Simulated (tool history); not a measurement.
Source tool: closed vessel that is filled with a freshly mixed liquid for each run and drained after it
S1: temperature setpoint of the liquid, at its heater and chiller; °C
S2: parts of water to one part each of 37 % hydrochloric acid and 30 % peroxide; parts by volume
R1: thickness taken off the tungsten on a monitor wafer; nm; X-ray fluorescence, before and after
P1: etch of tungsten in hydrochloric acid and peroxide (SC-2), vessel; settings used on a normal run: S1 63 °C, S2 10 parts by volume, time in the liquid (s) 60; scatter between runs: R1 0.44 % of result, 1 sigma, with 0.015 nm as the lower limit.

run 1 hour=9.9 | S1=63 S2=10 time_in_the_liquid_(s)=60 | R1=46.394
run 2 hour=19 | S1=63 S2=17.5 time_in_the_liquid_(s)=30 | R1=14.339
run 3 hour=33.6 | S1=63 S2=10 time_in_the_liquid_(s)=30 | R1=23.449
-- hour=39.5 new drum of peroxide connected
run 4 hour=45.5 | S1=63 S2=10 time_in_the_liquid_(s)=60 | R1=46.237
run 5 hour=58.6 | S1=56 S2=10 time_in_the_liquid_(s)=110 | R1=55.088
run 6 hour=66.6 | S1=63 S2=17.5 time_in_the_liquid_(s)=60 | R1=28.514
run 7 hour=74.4 | S1=63 S2=10 time_in_the_liquid_(s)=115 | R1=89.566
-- hour=82.1 chemicals flow meter replaced
run 8 hour=88.7 | S1=63 S2=10 time_in_the_liquid_(s)=60 | R1=46.566
run 9 hour=99.4 | S1=72 S2=10 time_in_the_liquid_(s)=60 | R1=79.849
run 10 hour=107.5 | S1=63 S2=10 time_in_the_liquid_(s)=60 | R1=46.669
run 11 hour=115.5 | S1=63 S2=10 time_in_the_liquid_(s)=60 | R1=46.686
run 12 hour=125.7 | S1=48.5 S2=10 time_in_the_liquid_(s)=60 | R1=18.197
run 13 hour=138.7 | S1=63 S2=4 time_in_the_liquid_(s)=60 | R1=93.31
run 14 hour=151.7 | S1=63 S2=4.5 time_in_the_liquid_(s)=85 | R1=122.57
run 15 hour=158.6 | S1=63 S2=10 time_in_the_liquid_(s)=60 | R1=46.642
run 16 hour=165.5 | S1=63 S2=10 time_in_the_liquid_(s)=60 | R1=45.655
run 17 hour=178.5 | S1=63 S2=10 time_in_the_liquid_(s)=60 | R1=44.017
run 18 hour=191.9 | S1=63 S2=10 time_in_the_liquid_(s)=60 | R1=43.136
run 19 hour=199.1 | S1=63 S2=10 time_in_the_liquid_(s)=60 | R1=43.159
-- hour=205.9 new drum of peroxide connected
run 20 hour=213.4 | S1=63 S2=10 time_in_the_liquid_(s)=60 | R1=43.114
run 21 hour=225.4 | S1=63 S2=10 time_in_the_liquid_(s)=60 | R1=43.151
run 22 hour=238.7 | S1=63 S2=10 time_in_the_liquid_(s)=60 | R1=42.595

What P1 gives has crept away from where it was. These 2 causes fit the log equally well, each at the size given:
A: chemicals flow below the setpoint (%) = 9.27
B: liquid colder than its thermometer reads (K) = 1.33
Onset of the creep was near hour 158.6.
Every other cause this tool's parts could produce, and why it does not fit the log:
peroxide weaker than its label (%): serviced after onset, at hour 205.9, with no recovery of the prior output

The list below offers 4 check runs, each averaging the results of 2 wafers, and shows each result as a question mark. For which of them would the listed causes give clearly different results?
run check 1 hour=252 | S1=51.5 S2=4 time_in_the_liquid_(s)=60 | R1=?
run check 2 hour=252 | S1=51.5 S2=17 time_in_the_liquid_(s)=60 | R1=?
run check 3 hour=252 | S1=63 S2=15.5 time_in_the_liquid_(s)=110 | R1=?
run check 4 hour=252 | S1=72 S2=10 time_in_the_liquid_(s)=115 | R1=?

Expected result of each check under each candidate cause:
check=check_1 result=R1 if_A=41.908 if_B=40.985
check=check_2 result=R1 if_A=12.952 if_B=12.943
check=check_3 result=R1 if_A=53.741 if_B=53.977
check=check_4 result=R1 if_A=141.31 if_B=141.83
Separation of the two closest causes in each check, using whichever result separates them best: check 1 2.23 %; check 2 0.07 %; check 3 0.44 %; check 4 0.37 %
Check 1 distinguishes between the causes, while the remaining checks would return nearly the same result for all of them.

Check 1 was then run and gave: R1 41.07 nm. Which cause is it?

B is the cause: liquid colder than its thermometer reads (K).
